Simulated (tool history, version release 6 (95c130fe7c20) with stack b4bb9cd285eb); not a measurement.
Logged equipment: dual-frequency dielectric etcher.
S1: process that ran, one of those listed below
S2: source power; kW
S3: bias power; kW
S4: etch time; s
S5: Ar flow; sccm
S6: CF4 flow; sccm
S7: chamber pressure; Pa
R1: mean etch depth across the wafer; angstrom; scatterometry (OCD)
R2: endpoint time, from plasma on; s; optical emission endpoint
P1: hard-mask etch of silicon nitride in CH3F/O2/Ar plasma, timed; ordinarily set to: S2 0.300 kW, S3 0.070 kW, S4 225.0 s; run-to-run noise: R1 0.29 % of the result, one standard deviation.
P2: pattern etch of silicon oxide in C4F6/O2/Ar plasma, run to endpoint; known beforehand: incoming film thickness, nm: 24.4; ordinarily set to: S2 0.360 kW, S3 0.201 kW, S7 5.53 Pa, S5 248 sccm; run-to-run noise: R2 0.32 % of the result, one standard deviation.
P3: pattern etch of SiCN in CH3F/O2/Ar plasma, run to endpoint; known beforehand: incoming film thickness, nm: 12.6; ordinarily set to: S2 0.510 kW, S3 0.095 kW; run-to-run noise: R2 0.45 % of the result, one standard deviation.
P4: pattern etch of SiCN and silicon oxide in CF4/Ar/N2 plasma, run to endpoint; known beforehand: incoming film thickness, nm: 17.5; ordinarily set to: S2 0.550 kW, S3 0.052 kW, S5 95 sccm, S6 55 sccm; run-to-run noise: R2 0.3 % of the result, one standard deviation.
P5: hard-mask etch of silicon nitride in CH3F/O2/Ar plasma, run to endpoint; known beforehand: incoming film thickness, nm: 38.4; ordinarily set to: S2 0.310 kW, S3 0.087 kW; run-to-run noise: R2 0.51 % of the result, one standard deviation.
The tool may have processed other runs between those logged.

run 1 hour=4.1 | S1=P1 S2=0.300 S3=0.070 S4=225.0 | R1=1431.80
run 2 hour=10.4 | S1=P4 S2=0.330 S3=0.052 S5=95 S6=55 | R2=29.9620
run 3 hour=14.5 | S1=P2 S2=0.480 S3=0.201 S5=248 S7=5.53 | R2=7.1957
run 4 hour=21.0 | S1=P1 S2=0.300 S3=0.070 S4=137.0 | R1=867.41
-- hour=23.0 wet clean of the chamber
run 5 hour=26.4 | S1=P4 S2=0.550 S3=0.052 S5=95 S6=55 | R2=19.0270
run 6 hour=29.5 | S1=P1 S2=0.300 S3=0.070 S4=225.0 | R1=1431.00
run 7 hour=35.5 | S1=P5 S2=0.310 S3=0.087 | R2=58.4290
run 8 hour=41.7 | S1=P5 S2=0.310 S3=0.058 | R2=66.3550
run 9 hour=47.8 | S1=P1 S2=0.300 S3=0.070 S4=225.0 | R1=1424.00
run 10 hour=51.4 | S1=P3 S2=0.510 S3=0.119 | R2=25.9780
run 11 hour=58.0 | S1=P1 S2=0.240 S3=0.093 S4=225.0 | R1=1449.90
run 12 hour=61.2 | S1=P4 S2=0.550 S3=0.052 S5=131 S6=55 | R2=20.2280
run 13 hour=66.3 | S1=P1 S2=0.300 S3=0.070 S4=225.0 | R1=1432.80
run 14 hour=69.8 | S1=P2 S2=0.360 S3=0.201 S5=248 S7=6.73 | R2=8.2262
run 15 hour=73.7 | S1=P3 S2=0.510 S3=0.095 | R2=28.4850
run 16 hour=79.8 | S1=P1 S2=0.230 S3=0.082 S4=225.0 | R1=1374.80
run 17 hour=83.4 | S1=P1 S2=0.300 S3=0.070 S4=225.0 | R1=1425.30
run 18 hour=88.7 | S1=P1 S2=0.300 S3=0.070 S4=293.0 | R1=1870.90
run 19 hour=93.8 | S1=P1 S2=0.300 S3=0.044 S4=225.0 | R1=1230.10
run 20 hour=100.0 | S1=P4 S2=0.550 S3=0.052 S5=95 S6=55 | R2=18.9890
run 21 hour=103.3 | S1=P1 S2=0.300 S3=0.070 S4=225.0 | R1=1435.30
run 22 hour=108.8 | S1=P1 S2=0.300 S3=0.086 S4=225.0 | R1=1538.50
run 23 hour=112.0 | S1=P2 S2=0.360 S3=0.158 S5=248 S7=5.53 | R2=8.7299
run 24 hour=117.8 | S1=P4 S2=0.550 S3=0.031 S5=95 S6=55 | R2=22.2320
run 25 hour=121.7 | S1=P1 S2=0.300 S3=0.044 S4=138.5 | R1=757.17
-- hour=123.1 bias power generator calibrated
run 26 hour=124.7 | S1=P2 S2=0.360 S3=0.201 S5=173 S7=5.53 | R2=7.7315
run 27 hour=129.5 | S1=P3 S2=0.510 S3=0.095 | R2=28.2600
run 28 hour=136.1 | S1=P4 S2=0.550 S3=0.052 S5=95 S6=70 | R2=18.2290
run 29 hour=142.3 | S1=P2 S2=0.360 S3=0.201 S5=248 S7=5.53 | R2=8.0240
run 30 hour=145.9 | S1=P1 S2=0.210 S3=0.070 S4=225.0 | R1=1258.50
run 31 hour=150.3 | S1=P3 S2=0.700 S3=0.095 | R2=25.0360
run 32 hour=153.2 | S1=P5 S2=0.210 S3=0.087 | R2=66.0020
run 33 hour=159.7 | S1=P1 S2=0.410 S3=0.070 S4=225.0 | R1=1607.10
run 34 hour=164.3 | S1=P1 S2=0.300 S3=0.070 S4=225.0 | R1=1429.80
run 35 hour=170.8 | S1=P1 S2=0.300 S3=0.070 S4=225.0 | R1=1427.60
run 36 hour=174.0 | S1=P1 S2=0.300 S3=0.070 S4=225.0 | R1=1416.50
run 37 hour=178.1 | S1=P1 S2=0.300 S3=0.070 S4=225.0 | R1=1417.50
run 38 hour=182.2 | S1=P1 S2=0.300 S3=0.070 S4=225.0 | R1=1414.60
run 39 hour=188.2 | S1=P1 S2=0.300 S3=0.070 S4=225.0 | R1=1416.20
run 40 hour=193.4 | S1=P1 S2=0.300 S3=0.070 S4=225.0 | R1=1415.10
-- hour=194.1 wet clean of the chamber
run 41 hour=197.4 | S1=P1 S2=0.300 S3=0.070 S4=225.0 | R1=1410.10
run 42 hour=200.5 | S1=P1 S2=0.300 S3=0.070 S4=225.0 | R1=1414.40
run 43 hour=205.9 | S1=P1 S2=0.300 S3=0.070 S4=225.0 | R1=1409.30

P1 has crept away from where it was. The log is fitted equally well by each of these 2 causes, at the sizes shown:
A: bias power that arrives under what is set, % = 4.02
B: source power that arrives under what is set, % = 3.71
The process output started creeping at around hour 164.3.
Why every other cause is out:
chamber walls in a state that lowers the etch rate, %: maintenance at hour 194.1, after the shift began, did not return the process to its former output

Consider the 4 check runs below, whose results appear as question marks and each of which averages 2 wafers. Which one distinguishes the causes, in that each cause would give it a clearly different result?
run check 1 hour=211.3 | S1=P5 S2=0.310 S3=0.065 | R2=?
run check 2 hour=211.3 | S1=P3 S2=0.600 S3=0.111 | R2=?
run check 3 hour=211.3 | S1=P2 S2=0.450 S3=0.201 S5=197 S7=5.53 | R2=?
run check 4 hour=211.3 | S1=P4 S2=0.400 S3=0.052 S5=95 S6=68 | R2=?

Check results expected under each cause:
check=check_1 result=R2 if_A=65.0580 if_B=65.0840
check=check_2 result=R2 if_A=25.5200 if_B=25.4860
check=check_3 result=R2 if_A=7.2956 if_B=7.3070
check=check_4 result=R2 if_A=24.6470 if_B=25.1650
Separation of the two closest causes in each check, using whichever result separates them best: check 1 0.04 %; check 2 0.13 %; check 3 0.16 %; check 4 2.08 %
The other checks would show nearly matching results whichever cause is true, so check 4 is the only one that separates the causes.

Check 4 was then run and gave: R2 25.1130 s. Which cause is it?

The cause is B: source power that arrives under what is set, %.
